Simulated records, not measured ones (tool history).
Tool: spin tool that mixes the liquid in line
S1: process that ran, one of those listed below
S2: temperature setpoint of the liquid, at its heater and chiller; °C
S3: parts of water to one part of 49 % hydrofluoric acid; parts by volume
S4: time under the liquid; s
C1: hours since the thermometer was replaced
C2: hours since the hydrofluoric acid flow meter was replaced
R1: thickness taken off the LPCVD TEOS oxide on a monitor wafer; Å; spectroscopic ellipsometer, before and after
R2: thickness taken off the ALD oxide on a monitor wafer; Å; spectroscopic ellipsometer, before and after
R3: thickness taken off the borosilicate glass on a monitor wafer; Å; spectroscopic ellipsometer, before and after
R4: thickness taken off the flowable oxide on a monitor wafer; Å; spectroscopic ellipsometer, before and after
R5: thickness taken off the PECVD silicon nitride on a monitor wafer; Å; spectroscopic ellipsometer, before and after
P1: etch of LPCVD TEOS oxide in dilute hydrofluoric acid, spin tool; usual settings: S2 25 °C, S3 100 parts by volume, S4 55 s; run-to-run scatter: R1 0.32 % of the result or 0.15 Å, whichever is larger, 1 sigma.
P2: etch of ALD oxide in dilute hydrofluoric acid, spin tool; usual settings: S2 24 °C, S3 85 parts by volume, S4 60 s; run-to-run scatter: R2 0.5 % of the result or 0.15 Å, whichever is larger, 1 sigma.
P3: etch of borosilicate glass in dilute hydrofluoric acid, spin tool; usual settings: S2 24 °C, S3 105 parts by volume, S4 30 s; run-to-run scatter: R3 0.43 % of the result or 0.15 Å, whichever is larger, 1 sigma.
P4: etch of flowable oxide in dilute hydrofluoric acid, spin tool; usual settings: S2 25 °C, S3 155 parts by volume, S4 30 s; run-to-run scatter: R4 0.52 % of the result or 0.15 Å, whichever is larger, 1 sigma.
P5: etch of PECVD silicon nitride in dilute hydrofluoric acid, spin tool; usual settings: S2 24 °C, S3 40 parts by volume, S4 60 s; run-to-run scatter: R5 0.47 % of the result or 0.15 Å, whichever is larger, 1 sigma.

run    day  S1    S2   S3   S4      C1     C2      R1      R2      R3      R4      R5
  1  0.421  P1    25  100   55    2060  826.9  102.32
  2  0.658  P2    24   85   60  2065.7  832.6          79.435
  3  1.083  P3    24  105   30  2075.9  842.8                   113.1
  4  1.404  P4    20  155   30  2083.6  850.5                          72.616
  5  1.825  P3    24   30   30  2093.7  860.6                  432.05
  6  2.067  P2    24   85   60  2099.5  866.4          80.001
  7  2.442  P2    24  130   60  2108.5  875.4           49.42
  8  2.688  P1    25  160   55  2114.4  881.3  59.675
  9  2.917  P1    25  100   55  2119.9  886.8  102.27
 10  3.238  P5    24   40  120  2127.6  894.5                                  98.804
 11  3.596  P2    24   85  115  2136.2  903.1           152.3
 12  3.808  P4    25  155   60  2141.3  908.2                          175.01
 13  4.071  P1    25  100   15  2147.6  914.5  28.203
 14   4.45  P5    17   40   60  2156.7  923.6                                  30.387
 15  4.842  P1    25  100   55  2166.1    933  102.62
 16  5.092  P4    25  250   30  2172.1    939                          48.716
 17  5.412  P1    25  175  110  2179.8  946.7  107.93
 18  5.779  P1    25  100   85  2188.6  955.5  157.82
 19  6.092  P2  17.5   85   60  2196.1    963          61.276
 20    6.3  P1    25  100   55  2201.1    968  102.65
 21  6.617  P3    28  105   30  2208.7  975.6                  130.91
 22  6.946  P1    25   40   55  2216.6  983.5  278.07

Run 23 comes next. What will it give?
 23  7.292  P1  32  100  55  2224.9  991.8   ?

Run 23 gave R1 134.25 Å.
